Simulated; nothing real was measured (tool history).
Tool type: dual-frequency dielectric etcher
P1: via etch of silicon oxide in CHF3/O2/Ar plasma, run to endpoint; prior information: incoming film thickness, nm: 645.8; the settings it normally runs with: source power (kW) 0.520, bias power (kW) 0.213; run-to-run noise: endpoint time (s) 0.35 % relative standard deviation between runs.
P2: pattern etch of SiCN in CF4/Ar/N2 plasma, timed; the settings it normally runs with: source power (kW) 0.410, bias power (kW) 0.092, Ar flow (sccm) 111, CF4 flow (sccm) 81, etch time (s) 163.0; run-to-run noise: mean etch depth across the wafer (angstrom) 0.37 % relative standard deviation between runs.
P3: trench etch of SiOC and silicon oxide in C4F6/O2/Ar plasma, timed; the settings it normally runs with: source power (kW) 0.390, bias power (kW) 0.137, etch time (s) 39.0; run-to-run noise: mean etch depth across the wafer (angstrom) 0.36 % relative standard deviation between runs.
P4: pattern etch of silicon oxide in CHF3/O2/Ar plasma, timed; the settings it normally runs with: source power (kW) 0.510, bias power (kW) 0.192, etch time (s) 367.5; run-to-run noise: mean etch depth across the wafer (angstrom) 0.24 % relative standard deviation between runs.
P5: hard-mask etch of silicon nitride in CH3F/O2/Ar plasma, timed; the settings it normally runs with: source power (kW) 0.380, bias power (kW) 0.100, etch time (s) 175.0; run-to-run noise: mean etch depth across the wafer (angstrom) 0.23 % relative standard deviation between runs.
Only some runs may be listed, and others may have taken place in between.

run	hour	process that ran	source power (kW)	bias power (kW)	etch time (s)	Ar flow (sccm)	CF4 flow (sccm)	endpoint time (s)	mean etch depth across the wafer (angstrom)
1	5.5	P1	0.520	0.213				329.42	
2	10.7	P1	0.520	0.213				328.99	
3	14.6	P3	0.390	0.137	57.0				1055.80
4	17.6	P1	0.520	0.213				330.09	
5	20.6	P3	0.390	0.137	39.0				722.60
6	23.7	P5	0.380	0.124	175.0				1498.40
7	29.2	P2	0.410	0.092	163.0	111	81		1404.10
8	34.0	P1	0.410	0.173				388.13	
9	36.5	P1	0.520	0.297				292.34	
10	41.0	P3	0.260	0.137	39.0				616.74
11	46.1	P4	0.510	0.144	367.5				6173.70
12	48.7	P2	0.410	0.115	163.0	111	81		1524.30
13	54.3	P4	0.370	0.192	367.5				6003.40
14	57.0	P1	0.520	0.213				329.28	
15	60.9	P1	0.620	0.213				307.50	
16	64.3	P5	0.380	0.100	175.0				1384.40
17	69.5	P3	0.390	0.164	39.0				759.84
18	72.9	P4	0.510	0.192	241.0				4453.30
19	77.6	P2	0.250	0.092	163.0	111	81		915.94
20	80.3	P1	0.520	0.213				327.06	
21	85.3	P2	0.410	0.092	163.0	65	81		1506.10
22	88.0	P4	0.510	0.192	367.5				6771.50
23	91.5	P2	0.410	0.092	163.0	111	102		1446.00
24	97.0	P5	0.530	0.100	175.0				1568.10
25	100.9	P1	0.370	0.213				373.82	
26	103.6	P4	0.510	0.192	367.5				6760.50
27	107.8	P1	0.520	0.132				386.73	
28	110.5	P1	0.620	0.296				274.44	
29	115.0	P5	0.380	0.100	124.5				987.58
30	117.7	P5	0.380	0.100	175.0				1383.70
31	120.4	P2	0.410	0.092	124.5	111	81		1075.30
32	123.7	P1	0.520	0.213				328.65	
33	129.3	P1	0.520	0.213				331.15	
34	133.5	P1	0.520	0.213				333.17	
35	138.5	P1	0.520	0.213				336.00	
36	142.1	P1	0.520	0.213				335.38	
37	144.6	P1	0.520	0.213				335.11	
38	148.4	P1	0.520	0.213				336.63	
39	151.0	P1	0.520	0.213				335.63	
# hour 155.3: wet clean of the chamber
40	155.7	P1	0.520	0.213				335.80	
41	159.1	P1	0.520	0.213				335.70	
42	164.3	P1	0.520	0.213				336.09	
43	166.8	P1	0.520	0.213				336.41	

P1 no longer gives what it gave before; its output has crept away from where it was. The following 2 causes, each at its listed size, fit the log equally well:
A: source power that arrives under what is set, % = 4.54
B: bias power that arrives under what is set, % = 4.9
The creep began at about hour 123.7.
Why every other cause is out:
chamber walls in a state that lowers the etch rate, %: was serviced at hour 155.3, once the creep was under way, yet the earlier output never came back

Below are 4 check runs, each averaged over 2 wafers, with their results shown as question marks. Which of them would give clearly different results depending on which cause is behind the drift?
check 1	169.3	P2	0.410	0.092	163.0	111	81		?
check 2	169.3	P5	0.380	0.100	175.0				?
check 3	169.3	P3	0.390	0.137	39.0				?
check 4	169.3	P4	0.510	0.192	367.5				?

What each check would give under each cause:
check	result	if A	if B
check 1	mean etch depth across the wafer (angstrom)	1351.60	1382.20
check 2	mean etch depth across the wafer (angstrom)	1362.10	1360.50
check 3	mean etch depth across the wafer (angstrom)	708.89	711.38
check 4	mean etch depth across the wafer (angstrom)	6657.40	6660.20
Per check, the gap between the least separated pair of causes, taken in the result that splits them most: check 1 2.24 %; check 2 0.12 %; check 3 0.35 %; check 4 0.04 %
Only check 1 tells the causes apart: in the others they would give nearly the same result.

With check 1 done, the readings were: mean etch depth across the wafer (angstrom) 1351.40. Identify which of the listed causes applies.

Of the candidate causes, it is A: source power that arrives under what is set, %.
